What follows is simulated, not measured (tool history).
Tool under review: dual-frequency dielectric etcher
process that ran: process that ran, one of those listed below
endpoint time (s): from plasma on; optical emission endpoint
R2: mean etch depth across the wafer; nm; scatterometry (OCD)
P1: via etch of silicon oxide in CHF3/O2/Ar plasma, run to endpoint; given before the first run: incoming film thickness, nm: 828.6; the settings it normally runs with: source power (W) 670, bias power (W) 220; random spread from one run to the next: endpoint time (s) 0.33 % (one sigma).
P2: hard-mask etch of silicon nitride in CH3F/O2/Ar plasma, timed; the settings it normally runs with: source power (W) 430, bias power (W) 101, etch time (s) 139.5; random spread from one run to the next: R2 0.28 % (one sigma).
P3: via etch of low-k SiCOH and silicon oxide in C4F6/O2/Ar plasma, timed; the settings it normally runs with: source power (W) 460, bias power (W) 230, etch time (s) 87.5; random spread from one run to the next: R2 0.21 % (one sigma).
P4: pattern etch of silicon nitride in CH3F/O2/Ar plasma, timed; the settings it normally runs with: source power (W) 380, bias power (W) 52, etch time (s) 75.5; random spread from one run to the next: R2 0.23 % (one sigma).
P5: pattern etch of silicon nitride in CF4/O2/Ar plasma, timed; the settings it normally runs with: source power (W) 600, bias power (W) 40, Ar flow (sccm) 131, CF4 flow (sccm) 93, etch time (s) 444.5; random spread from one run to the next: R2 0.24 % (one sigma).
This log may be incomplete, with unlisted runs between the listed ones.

run 1 hour=11.1 | process_that_ran=P1 source_power_(W)=670 bias_power_(W)=220 | endpoint_time_(s)=372.8
run 2 hour=22.4 | process_that_ran=P2 source_power_(W)=430 bias_power_(W)=101 etch_time_(s)=139.5 | R2=113.08
run 3 hour=38.7 | process_that_ran=P1 source_power_(W)=670 bias_power_(W)=220 | endpoint_time_(s)=375.36
run 4 hour=50.9 | process_that_ran=P4 source_power_(W)=380 bias_power_(W)=52 etch_time_(s)=75.5 | R2=45.866
-- hour=57.2 bias power generator calibrated
run 5 hour=62.8 | process_that_ran=P1 source_power_(W)=490 bias_power_(W)=220 | endpoint_time_(s)=419.96
run 6 hour=80.1 | process_that_ran=P1 source_power_(W)=670 bias_power_(W)=129 | endpoint_time_(s)=443.33
run 7 hour=94.9 | process_that_ran=P5 source_power_(W)=600 bias_power_(W)=40 etch_time_(s)=444.5 Ar_flow_(sccm)=131 CF4_flow_(sccm)=93 | R2=855.62
run 8 hour=111 | process_that_ran=P3 source_power_(W)=460 bias_power_(W)=230 etch_time_(s)=109.5 | R2=349.03
run 9 hour=125.3 | process_that_ran=P1 source_power_(W)=870 bias_power_(W)=259 | endpoint_time_(s)=318.55
run 10 hour=136.8 | process_that_ran=P4 source_power_(W)=380 bias_power_(W)=30 etch_time_(s)=75.5 | R2=38.883
run 11 hour=151.6 | process_that_ran=P1 source_power_(W)=670 bias_power_(W)=299 | endpoint_time_(s)=333.98
run 12 hour=164.1 | process_that_ran=P4 source_power_(W)=500 bias_power_(W)=52 etch_time_(s)=75.5 | R2=50.898
run 13 hour=181.1 | process_that_ran=P2 source_power_(W)=590 bias_power_(W)=101 etch_time_(s)=139.5 | R2=127.41
run 14 hour=198.1 | process_that_ran=P1 source_power_(W)=670 bias_power_(W)=220 | endpoint_time_(s)=375
run 15 hour=214 | process_that_ran=P3 source_power_(W)=460 bias_power_(W)=230 etch_time_(s)=87.5 | R2=278.98
run 16 hour=225.9 | process_that_ran=P1 source_power_(W)=670 bias_power_(W)=220 | endpoint_time_(s)=372.4
run 17 hour=239.9 | process_that_ran=P1 source_power_(W)=900 bias_power_(W)=220 | endpoint_time_(s)=334.57
run 18 hour=253.7 | process_that_ran=P5 source_power_(W)=600 bias_power_(W)=40 etch_time_(s)=444.5 Ar_flow_(sccm)=163 CF4_flow_(sccm)=93 | R2=828.66
run 19 hour=267.4 | process_that_ran=P1 source_power_(W)=670 bias_power_(W)=220 | endpoint_time_(s)=375.19
run 20 hour=281.2 | process_that_ran=P2 source_power_(W)=430 bias_power_(W)=134 etch_time_(s)=139.5 | R2=126.44
run 21 hour=296.8 | process_that_ran=P3 source_power_(W)=580 bias_power_(W)=230 etch_time_(s)=87.5 | R2=305.45
run 22 hour=311.2 | process_that_ran=P1 source_power_(W)=500 bias_power_(W)=291 | endpoint_time_(s)=378.1
run 23 hour=323.1 | process_that_ran=P5 source_power_(W)=600 bias_power_(W)=40 etch_time_(s)=604 Ar_flow_(sccm)=131 CF4_flow_(sccm)=93 | R2=1161.6
run 24 hour=335.1 | process_that_ran=P2 source_power_(W)=430 bias_power_(W)=101 etch_time_(s)=78 | R2=63.429
run 25 hour=345.1 | process_that_ran=P5 source_power_(W)=600 bias_power_(W)=40 etch_time_(s)=444.5 Ar_flow_(sccm)=131 CF4_flow_(sccm)=57 | R2=793.08
run 26 hour=355.6 | process_that_ran=P1 source_power_(W)=810 bias_power_(W)=175 | endpoint_time_(s)=377.5
run 27 hour=367.4 | process_that_ran=P5 source_power_(W)=390 bias_power_(W)=40 etch_time_(s)=444.5 Ar_flow_(sccm)=131 CF4_flow_(sccm)=93 | R2=587.85
run 28 hour=379 | process_that_ran=P3 source_power_(W)=460 bias_power_(W)=289 etch_time_(s)=87.5 | R2=301.23
run 29 hour=387.1 | process_that_ran=P5 source_power_(W)=600 bias_power_(W)=28 etch_time_(s)=444.5 Ar_flow_(sccm)=131 CF4_flow_(sccm)=93 | R2=754.19
run 30 hour=395 | process_that_ran=P3 source_power_(W)=460 bias_power_(W)=230 etch_time_(s)=87.5 | R2=278.62
run 31 hour=403.5 | process_that_ran=P4 source_power_(W)=380 bias_power_(W)=52 etch_time_(s)=53.5 | R2=32.523
run 32 hour=413.4 | process_that_ran=P1 source_power_(W)=670 bias_power_(W)=220 | endpoint_time_(s)=376.06
run 33 hour=423.1 | process_that_ran=P1 source_power_(W)=670 bias_power_(W)=220 | endpoint_time_(s)=375.56
run 34 hour=436 | process_that_ran=P1 source_power_(W)=670 bias_power_(W)=220 | endpoint_time_(s)=378.4
run 35 hour=445.6 | process_that_ran=P1 source_power_(W)=670 bias_power_(W)=220 | endpoint_time_(s)=378.6
run 36 hour=463.4 | process_that_ran=P1 source_power_(W)=670 bias_power_(W)=220 | endpoint_time_(s)=377.9
run 37 hour=471.8 | process_that_ran=P1 source_power_(W)=670 bias_power_(W)=220 | endpoint_time_(s)=382.47
-- hour=473.2 wet clean of the chamber
run 38 hour=479.5 | process_that_ran=P1 source_power_(W)=670 bias_power_(W)=220 | endpoint_time_(s)=381.58
run 39 hour=487.7 | process_that_ran=P1 source_power_(W)=670 bias_power_(W)=220 | endpoint_time_(s)=380.44
run 40 hour=505.1 | process_that_ran=P1 source_power_(W)=670 bias_power_(W)=220 | endpoint_time_(s)=380.61

What P1 gives has crept off from where it sat before. The 2 causes that follow fit the log equally well, each at the size noted:
A: source power that arrives under what is set, % = 4.43
B: bias power that arrives under what is set, % = 4.85
The creep began at about hour 413.4.
What rules out each remaining cause:
chamber walls in a state that lowers the etch rate, %: serviced at hour 473.2, after the drift had started, without restoring the earlier output

Of the 4 check runs listed below, each run on one wafer and each result written as a question mark, which would let you distinguish the listed causes because they would give clearly different results?
run check 1 hour=522.5 | process_that_ran=P5 source_power_(W)=600 bias_power_(W)=40 etch_time_(s)=444.5 Ar_flow_(sccm)=131 CF4_flow_(sccm)=93 | R2=?
run check 2 hour=522.5 | process_that_ran=P4 source_power_(W)=380 bias_power_(W)=52 etch_time_(s)=75.5 | R2=?
run check 3 hour=522.5 | process_that_ran=P3 source_power_(W)=460 bias_power_(W)=230 etch_time_(s)=87.5 | R2=?
run check 4 hour=522.5 | process_that_ran=P2 source_power_(W)=430 bias_power_(W)=101 etch_time_(s)=139.5 | R2=?

If the cause were each of the candidates in turn, the checks would give the following:
check=check_1 result=R2 if_A=824.23 if_B=841.99
check=check_2 result=R2 if_A=45.092 if_B=45.176
check=check_3 result=R2 if_A=274.57 if_B=274.89
check=check_4 result=R2 if_A=111.64 if_B=111.5
Gap, in per cent, between the two causes that each check separates least, read from the result that separates them most: check 1 2.13 %; check 2 0.19 %; check 3 0.12 %; check 4 0.13 %
Check 1 is the one run that separates the causes; every other check would come out nearly the same whichever cause is at work.

After running check 1, the following was obtained: R2 841.6 nm. Which cause does this point to?

It was cause B: bias power that arrives under what is set, %.

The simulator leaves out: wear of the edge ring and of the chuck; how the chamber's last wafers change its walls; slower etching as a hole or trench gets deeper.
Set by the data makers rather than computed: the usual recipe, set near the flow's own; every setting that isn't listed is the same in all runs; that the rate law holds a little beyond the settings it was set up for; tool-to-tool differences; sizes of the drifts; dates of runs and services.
